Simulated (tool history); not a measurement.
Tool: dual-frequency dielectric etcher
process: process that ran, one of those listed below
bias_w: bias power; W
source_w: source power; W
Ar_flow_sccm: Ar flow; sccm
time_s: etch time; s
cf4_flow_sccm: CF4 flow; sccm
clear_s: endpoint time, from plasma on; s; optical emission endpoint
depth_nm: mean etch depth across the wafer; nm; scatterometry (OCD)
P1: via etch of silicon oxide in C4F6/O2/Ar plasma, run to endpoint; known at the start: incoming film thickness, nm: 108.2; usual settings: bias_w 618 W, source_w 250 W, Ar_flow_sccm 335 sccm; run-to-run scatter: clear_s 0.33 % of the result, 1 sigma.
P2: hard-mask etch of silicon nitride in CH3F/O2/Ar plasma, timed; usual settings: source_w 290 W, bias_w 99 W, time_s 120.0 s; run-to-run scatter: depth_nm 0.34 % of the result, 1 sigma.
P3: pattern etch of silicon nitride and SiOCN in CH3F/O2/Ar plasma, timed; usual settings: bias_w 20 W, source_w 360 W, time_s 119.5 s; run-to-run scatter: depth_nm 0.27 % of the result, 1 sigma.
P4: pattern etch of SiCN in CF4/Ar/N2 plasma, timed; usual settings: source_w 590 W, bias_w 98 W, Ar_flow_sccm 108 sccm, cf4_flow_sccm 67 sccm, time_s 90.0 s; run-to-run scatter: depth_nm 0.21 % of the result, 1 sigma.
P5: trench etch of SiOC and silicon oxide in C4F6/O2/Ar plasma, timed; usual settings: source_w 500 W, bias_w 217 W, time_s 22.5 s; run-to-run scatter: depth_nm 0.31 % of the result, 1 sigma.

run 1 day=0.317 | process=P1 bias_w=618 source_w=250 Ar_flow_sccm=335 | clear_s=27.057
run 2 day=0.646 | process=P1 bias_w=618 source_w=250 Ar_flow_sccm=335 | clear_s=27.067
run 3 day=0.983 | process=P1 bias_w=618 source_w=250 Ar_flow_sccm=335 | clear_s=27.202
run 4 day=1.358 | process=P2 bias_w=99 source_w=290 time_s=120.0 | depth_nm=85.8130
run 5 day=1.921 | process=P1 bias_w=618 source_w=150 Ar_flow_sccm=335 | clear_s=32.860
run 6 day=2.229 | process=P4 bias_w=136 source_w=590 Ar_flow_sccm=108 time_s=90.0 cf4_flow_sccm=67 | depth_nm=123.4900
run 7 day=2.475 | process=P4 bias_w=98 source_w=590 Ar_flow_sccm=108 time_s=90.0 cf4_flow_sccm=67 | depth_nm=110.0000
run 8 day=2.808 | process=P5 bias_w=217 source_w=500 time_s=22.5 | depth_nm=52.5340
run 9 day=3.362 | process=P5 bias_w=217 source_w=500 time_s=22.5 | depth_nm=52.2510
run 10 day=3.846 | process=P3 bias_w=20 source_w=360 time_s=119.5 | depth_nm=14.5590
run 11 day=4.321 | process=P3 bias_w=14 source_w=360 time_s=119.5 | depth_nm=12.6070
run 12 day=4.708 | process=P4 bias_w=98 source_w=590 Ar_flow_sccm=108 time_s=133.0 cf4_flow_sccm=67 | depth_nm=161.5900
run 13 day=5.167 | process=P1 bias_w=618 source_w=250 Ar_flow_sccm=449 | clear_s=27.864
run 14 day=5.533 | process=P1 bias_w=618 source_w=250 Ar_flow_sccm=241 | clear_s=26.090
run 15 day=5.858 | process=P3 bias_w=20 source_w=270 time_s=119.5 | depth_nm=13.2180
run 16 day=6.208 | process=P1 bias_w=807 source_w=250 Ar_flow_sccm=335 | clear_s=24.285
run 17 day=6.617 | process=P3 bias_w=20 source_w=360 time_s=67.5 | depth_nm=8.2455
run 18 day=6.954 | process=P1 bias_w=843 source_w=250 Ar_flow_sccm=216 | clear_s=22.705
run 19 day=7.438 | process=P2 bias_w=78 source_w=290 time_s=120.0 | depth_nm=78.1720
run 20 day=7.696 | process=P3 bias_w=20 source_w=360 time_s=119.5 | depth_nm=14.5430
run 21 day=8.029 | process=P4 bias_w=98 source_w=590 Ar_flow_sccm=129 time_s=90.0 cf4_flow_sccm=67 | depth_nm=106.8200
run 22 day=8.562 | process=P2 bias_w=99 source_w=290 time_s=120.0 | depth_nm=85.2870
-- day=8.604 Ar flow controller replaced
run 23 day=8.904 | process=P4 bias_w=98 source_w=340 Ar_flow_sccm=108 time_s=90.0 cf4_flow_sccm=67 | depth_nm=68.0070
run 24 day=9.321 | process=P2 bias_w=99 source_w=290 time_s=68.0 | depth_nm=48.5220
run 25 day=9.788 | process=P4 bias_w=98 source_w=590 Ar_flow_sccm=108 time_s=90.0 cf4_flow_sccm=82 | depth_nm=112.7400
run 26 day=10.062 | process=P2 bias_w=99 source_w=180 time_s=120.0 | depth_nm=72.1260
run 27 day=10.512 | process=P5 bias_w=217 source_w=680 time_s=22.5 | depth_nm=58.9110
run 28 day=10.812 | process=P5 bias_w=217 source_w=500 time_s=16.5 | depth_nm=38.2650
run 29 day=11.167 | process=P1 bias_w=618 source_w=250 Ar_flow_sccm=335 | clear_s=27.094
run 30 day=11.717 | process=P1 bias_w=618 source_w=250 Ar_flow_sccm=335 | clear_s=27.133
run 31 day=12.062 | process=P5 bias_w=287 source_w=500 time_s=22.5 | depth_nm=57.3210

The next listed run, before its measurement:
run 32 day=12.346 | process=P1 bias_w=408 source_w=250 Ar_flow_sccm=335 | clear_s=?

clear_s: 31.913 s
